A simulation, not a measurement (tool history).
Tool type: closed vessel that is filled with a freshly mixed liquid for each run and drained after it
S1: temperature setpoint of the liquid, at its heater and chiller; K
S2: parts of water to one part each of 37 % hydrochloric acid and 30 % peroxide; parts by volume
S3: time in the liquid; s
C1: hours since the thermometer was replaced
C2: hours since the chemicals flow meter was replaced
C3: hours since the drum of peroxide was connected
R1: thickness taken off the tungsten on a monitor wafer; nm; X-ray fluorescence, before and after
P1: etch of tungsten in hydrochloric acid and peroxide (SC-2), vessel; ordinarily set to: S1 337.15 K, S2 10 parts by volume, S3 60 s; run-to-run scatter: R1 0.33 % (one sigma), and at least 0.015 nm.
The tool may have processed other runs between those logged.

run	day	S1	S2	S3	C1	C2	C3	R1
1	0.596	337.15	10	60	772.5	1089.0	559.0	33.736
2	1.112	337.15	18	60	784.9	1101.4	571.4	20.139
# day 1.292: chemicals flow meter replaced
3	1.558	337.15	4	60	795.6	6.4	582.1	67.115
4	2.004	345.15	10	60	806.3	17.1	592.8	54.247
5	2.375	337.15	10	60	815.2	26.0	601.7	33.547
6	2.979	345.15	5	60	829.7	40.5	616.2	93.043
7	3.450	337.15	10	60	841.0	51.8	627.5	33.518
8	3.854	337.15	10	60	850.7	61.5	637.2	33.656
9	4.392	323.15	10	60	863.6	74.4	650.1	13.691
10	4.892	337.15	10	30	875.6	86.4	662.1	16.826
11	5.275	337.15	10	115	884.8	95.6	671.3	64.301
12	5.604	337.15	10	60	892.7	103.5	679.2	33.374
13	6.150	337.15	10	60	905.8	116.6	692.3	33.345
14	6.438	337.15	10	60	912.7	123.5	699.2	34.293
15	6.858	337.15	10	60	922.8	133.6	709.3	34.941
16	7.383	337.15	10	60	935.4	146.2	721.9	35.709
17	7.821	337.15	10	60	945.9	156.7	732.4	36.174
18	8.429	337.15	10	60	960.5	171.3	747.0	36.254
19	8.967	337.15	10	60	973.4	184.2	759.9	36.130
20	9.362	337.15	10	60	982.9	193.7	769.4	36.519
21	9.708	337.15	10	60	991.2	202.0	777.7	36.300
22	10.312	337.15	10	60	1005.7	216.5	792.2	36.532

Compared with where it was, what P1 gives has crept away. Each cause listed below fits the log as well as the rest, at the size given for it:
A: liquid hotter than its thermometer reads (K) = 1.4
B: chemicals flow above the setpoint (%) = 10.9
The drift started at roughly day 6.150.
Ruled out, with reasons:
peroxide weaker than its label (%): at its largest 8, which would move R1 by -7.4 %, too little to match the creep or of the wrong sign

The check runs listed below each take one wafer, and their results are still question marks. Under which run would the listed causes lead to clearly different results?
check 1	10.917	337.15	17.5	60				?
check 2	10.917	345.15	10.0	105				?
check 3	10.917	337.15	17.0	95				?
check 4	10.917	324.15	4.0	60				?

If the cause were each of the candidates in turn, the checks would give the following:
check	result	if A	if B
check 1	R1	22.520	22.677
check 2	R1	102.950	103.360
check 3	R1	36.595	36.839
check 4	R1	32.194	31.411
How far apart the two closest causes lie, in the result that separates them most: check 1 0.69 %; check 2 0.4 %; check 3 0.67 %; check 4 2.46 %
Check 4 is the one run that separates the causes; every other check would come out nearly the same whichever cause is at work.

The results of check 4 are: R1 32.296 nm. Based on these, which of the listed causes is it?

Of the candidate causes, it is A: liquid hotter than its thermometer reads (K).
